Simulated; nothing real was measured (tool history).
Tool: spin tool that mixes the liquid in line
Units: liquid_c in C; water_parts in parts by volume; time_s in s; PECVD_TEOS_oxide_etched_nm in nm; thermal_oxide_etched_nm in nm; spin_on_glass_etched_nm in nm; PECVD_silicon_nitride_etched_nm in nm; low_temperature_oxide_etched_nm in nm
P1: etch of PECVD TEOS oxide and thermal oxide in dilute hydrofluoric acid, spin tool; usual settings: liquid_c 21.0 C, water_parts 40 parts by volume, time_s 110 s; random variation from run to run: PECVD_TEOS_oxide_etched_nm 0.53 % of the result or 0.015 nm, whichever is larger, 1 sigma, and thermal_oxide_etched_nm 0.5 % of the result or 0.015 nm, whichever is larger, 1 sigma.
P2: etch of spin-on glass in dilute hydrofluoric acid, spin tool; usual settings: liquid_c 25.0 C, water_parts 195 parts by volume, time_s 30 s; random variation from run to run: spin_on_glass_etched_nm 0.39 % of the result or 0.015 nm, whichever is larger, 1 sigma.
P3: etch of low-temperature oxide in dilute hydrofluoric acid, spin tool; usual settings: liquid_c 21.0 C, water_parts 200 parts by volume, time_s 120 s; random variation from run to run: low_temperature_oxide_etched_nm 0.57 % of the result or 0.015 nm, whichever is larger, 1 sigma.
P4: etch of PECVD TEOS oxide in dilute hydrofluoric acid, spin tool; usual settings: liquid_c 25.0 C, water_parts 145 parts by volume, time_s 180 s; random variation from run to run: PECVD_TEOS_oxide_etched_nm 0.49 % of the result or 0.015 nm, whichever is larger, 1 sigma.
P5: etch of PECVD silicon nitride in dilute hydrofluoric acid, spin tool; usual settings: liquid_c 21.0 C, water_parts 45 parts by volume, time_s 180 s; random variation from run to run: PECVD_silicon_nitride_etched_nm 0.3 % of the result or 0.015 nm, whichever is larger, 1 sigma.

run     day  process  liquid_c  water_parts  time_s  PECVD_TEOS_oxide_etched_nm  thermal_oxide_etched_nm  spin_on_glass_etched_nm  PECVD_silicon_nitride_etched_nm  low_temperature_oxide_etched_nm
  1   0.338       P1      21.0           40     110                     29.2890                  11.8610
  2   1.067       P2      29.0          195      30                                                                        6.8298
  3   1.446       P1      21.0           40     110                     29.3400                  11.7040
  4   2.179       P5      21.0           45     180                                                                                                        18.6200
  5   2.879       P5      28.5           45     180                                                                                                        31.0070
  6   3.538       P4      20.0          145     180                     18.9030
  7   3.958       P1      21.0           40      35                      9.3434                   3.8094
  8   4.525       P4      25.0           55     180                     67.5130
  9   4.908       P1      21.0           40     110                     29.0550                  11.8970
 10   5.521       P1      21.0           40     110                     29.1940                  11.8670
 11   6.262       P2      25.0          195      30                                                                        5.9561
 12   6.725       P1      26.5           40     110                     37.1070                  14.8550
 13   7.167       P3      27.5          200     120                                                                                                                                          21.788
 14   7.792       P4      25.0          145     180                     22.9970
 15   8.512       P1      21.0           40     185                     48.9560                  20.1170
 16   8.996       P2      25.0          195      30                                                                        5.9164
      9.396  -- thermometer replaced
 17   9.471       P2      25.0           30      30                                                                       47.1630
 18   9.892       P1      21.0           75     110                     14.9090                   6.0175
 19  10.267       P1      21.0           40     110                     29.1310                  11.8520
 20  10.633       P3      21.0          200     195                                                                                                                                          27.832
 21  11.138       P1      17.0           40     110                     24.6230                   9.8683
     11.429  -- hydrofluoric acid flow meter replaced
 22  11.662       P3      21.0          200     120                                                                                                                                          17.115
 23  12.008       P3      21.0           65     120                                                                                                                                          61.172
 24  12.458       P5      21.0           20     180                                                                                                        40.9600
 25  13.171       P1      21.0           20     110                     59.9520                  24.3230
 26  13.888       P4      25.0          145     360                     45.8880
 27  14.338       P1      21.0           40     110                     29.0130                  11.7670
 28  15.067       P1      21.0           65     160                     25.5450                  10.1970
 29  15.750       P5      21.0           45     180                                                                                                        18.6890
 30  16.329       P1      27.0           65     110                     22.1580                   9.0053
 31  17.012       P5      21.0           45      85                                                                                                         8.8796
 32  17.658       P2      25.0          195      15                                                                        2.9634
 33  17.988       P1      21.0           40     110                     29.1350                  11.8820
 34  18.717       P1      21.0           40     110                     27.8350                  11.0770
 35  19.062       P1      21.0           40     110                     27.3560                  11.0270
 36  19.396       P1      21.0           40     110                     27.1880                  10.9730
 37  20.108       P1      21.0           40     110                     26.6250                  10.8140
 38  20.812       P1      21.0           40     110                     26.8420                  10.8300
 39  21.438       P1      21.0           40     110                     26.3840                  10.7450
 40  22.129       P1      21.0           40     110                     26.1970                  10.5290

What P1 gives has crept away from where it was. These 2 causes fit the log equally well, each at the size given:
A: hydrofluoric acid flow below the setpoint (%) = 9.18
B: liquid colder than its thermometer reads (K) = 2.37
The creep began at about day 17.988.

4 check runs are offered, one wafer each, their results left as question marks. Which one tells the causes apart?
check 1  22.821       P5      27.5           25     180                                                                                                              ?
check 2  22.821       P2      25.0           35      15                                                                             ?
check 3  22.821       P4      25.0           70     350                           ?
check 4  22.821       P3      21.0           95     120                                                                                                                                               ?

What each check would give under each cause:
  check                           result     if A     if B
check 1  PECVD_silicon_nitride_etched_nm  46.8360  43.8370
check 2          spin_on_glass_etched_nm  18.1860  18.2290
check 3       PECVD_TEOS_oxide_etched_nm  91.3940  92.2630
check 4  low_temperature_oxide_etched_nm   36.250   36.594
How far apart the two closest causes lie, in the result that separates them most: check 1 6.62 %; check 2 0.23 %; check 3 0.95 %; check 4 0.94 %
Check 1 tells the causes apart: in the others they would give nearly the same result.

Check 1 was then run and gave: PECVD_silicon_nitride_etched_nm 43.8810 nm. Which cause is it?

It is B: liquid colder than its thermometer reads (K).
